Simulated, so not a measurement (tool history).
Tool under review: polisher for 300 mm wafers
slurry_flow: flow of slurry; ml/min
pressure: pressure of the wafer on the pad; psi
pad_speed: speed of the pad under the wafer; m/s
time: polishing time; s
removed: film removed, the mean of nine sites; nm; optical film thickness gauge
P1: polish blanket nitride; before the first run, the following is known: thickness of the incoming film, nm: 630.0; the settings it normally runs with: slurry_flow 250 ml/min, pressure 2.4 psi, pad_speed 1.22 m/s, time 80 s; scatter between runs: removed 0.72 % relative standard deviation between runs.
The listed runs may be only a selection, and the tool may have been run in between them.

run 1 day=0.183 | slurry_flow=250 pressure=2.4 pad_speed=1.22 time=80 | removed=104.34
run 2 day=0.304 | slurry_flow=250 pressure=3.5 pad_speed=1.22 time=80 | removed=149.35
run 3 day=0.5 | slurry_flow=315 pressure=2.4 pad_speed=1.22 time=80 | removed=106.86
run 4 day=0.696 | slurry_flow=250 pressure=2.4 pad_speed=1.88 time=80 | removed=146.13
run 5 day=0.929 | slurry_flow=250 pressure=2.4 pad_speed=1.22 time=41 | removed=53.46
run 6 day=1.1 | slurry_flow=250 pressure=2.4 pad_speed=1.22 time=124 | removed=160.77
run 7 day=1.262 | slurry_flow=250 pressure=2.4 pad_speed=1.22 time=80 | removed=102.71
run 8 day=1.408 | slurry_flow=355 pressure=2.4 pad_speed=0.86 time=80 | removed=80.053
run 9 day=1.529 | slurry_flow=250 pressure=2.4 pad_speed=1.62 time=113 | removed=185.05
run 10 day=1.725 | slurry_flow=250 pressure=3.3 pad_speed=0.6 time=80 | removed=80.748
run 11 day=1.958 | slurry_flow=250 pressure=2.4 pad_speed=0.56 time=80 | removed=55.729
run 12 day=2.083 | slurry_flow=250 pressure=2.4 pad_speed=1.22 time=80 | removed=104.77
run 13 day=2.267 | slurry_flow=250 pressure=2.4 pad_speed=1.22 time=80 | removed=101.55
-- day=2.304 head pressure recalibrated
run 14 day=2.454 | slurry_flow=250 pressure=2.4 pad_speed=1.22 time=80 | removed=104.72
run 15 day=2.654 | slurry_flow=250 pressure=2.4 pad_speed=1.22 time=80 | removed=103.93
run 16 day=2.817 | slurry_flow=250 pressure=1.4 pad_speed=1.22 time=80 | removed=60.042
run 17 day=2.983 | slurry_flow=150 pressure=2.4 pad_speed=1.22 time=80 | removed=96.335
run 18 day=3.208 | slurry_flow=250 pressure=2.4 pad_speed=1.22 time=80 | removed=103.35
run 19 day=3.35 | slurry_flow=250 pressure=2.4 pad_speed=1.22 time=80 | removed=102.73
run 20 day=3.596 | slurry_flow=250 pressure=2.4 pad_speed=1.22 time=80 | removed=102.14
run 21 day=3.825 | slurry_flow=250 pressure=2.4 pad_speed=1.22 time=80 | removed=98.888
run 22 day=3.992 | slurry_flow=250 pressure=2.4 pad_speed=1.22 time=80 | removed=99.448
run 23 day=4.112 | slurry_flow=250 pressure=2.4 pad_speed=1.22 time=80 | removed=99.535
-- day=4.142 head pressure recalibrated
run 24 day=4.258 | slurry_flow=250 pressure=2.4 pad_speed=1.22 time=80 | removed=99.637
run 25 day=4.488 | slurry_flow=250 pressure=2.4 pad_speed=1.22 time=80 | removed=99.108

Compared with where it was, what P1 gives has crept away. Each cause listed below fits the log as well as the rest, at the size given for it:
A: removal rate lost through wear of the pad, % = 4.86
B: slurry flow missing at the pad, % = 32.2
The gradual shift began around day 3.208.
The rest of the possible causes, and what rules out each one:
head's pressure below its setpoint, %: maintenance at day 4.142, after the shift began, did not return the process to its former output

You are offered 4 check runs, listed below with question marks in place of their results; each one averages 3 wafers. Which run separates the listed causes by giving clearly different results for each?
run check 1 day=4.717 | slurry_flow=150 pressure=2.4 pad_speed=0.86 time=80 | removed=?
run check 2 day=4.717 | slurry_flow=250 pressure=2.4 pad_speed=0.58 time=80 | removed=?
run check 3 day=4.717 | slurry_flow=250 pressure=2.4 pad_speed=1.56 time=43 | removed=?
run check 4 day=4.717 | slurry_flow=250 pressure=2.4 pad_speed=1.46 time=120 | removed=?

If the cause were each of the candidates in turn, the checks would give the following:
check=check_1 result=removed if_A=69.604 if_B=67.522
check=check_2 result=removed if_A=54.464 if_B=54.455
check=check_3 result=removed if_A=64.601 if_B=64.592
check=check_4 result=removed if_A=170.98 if_B=170.95
Gap, in per cent, between the two causes that each check separates least, read from the result that separates them most: check 1 3.04 %; check 2 0.02 %; check 3 0.02 %; check 4 0.02 %
The causes can be told apart only by check 1. The other checks would give nearly the same results under each of them.

With check 1 done, the readings were: removed 67.659 nm. Identify which of the listed causes applies.

It was cause B: slurry flow missing at the pad, %.
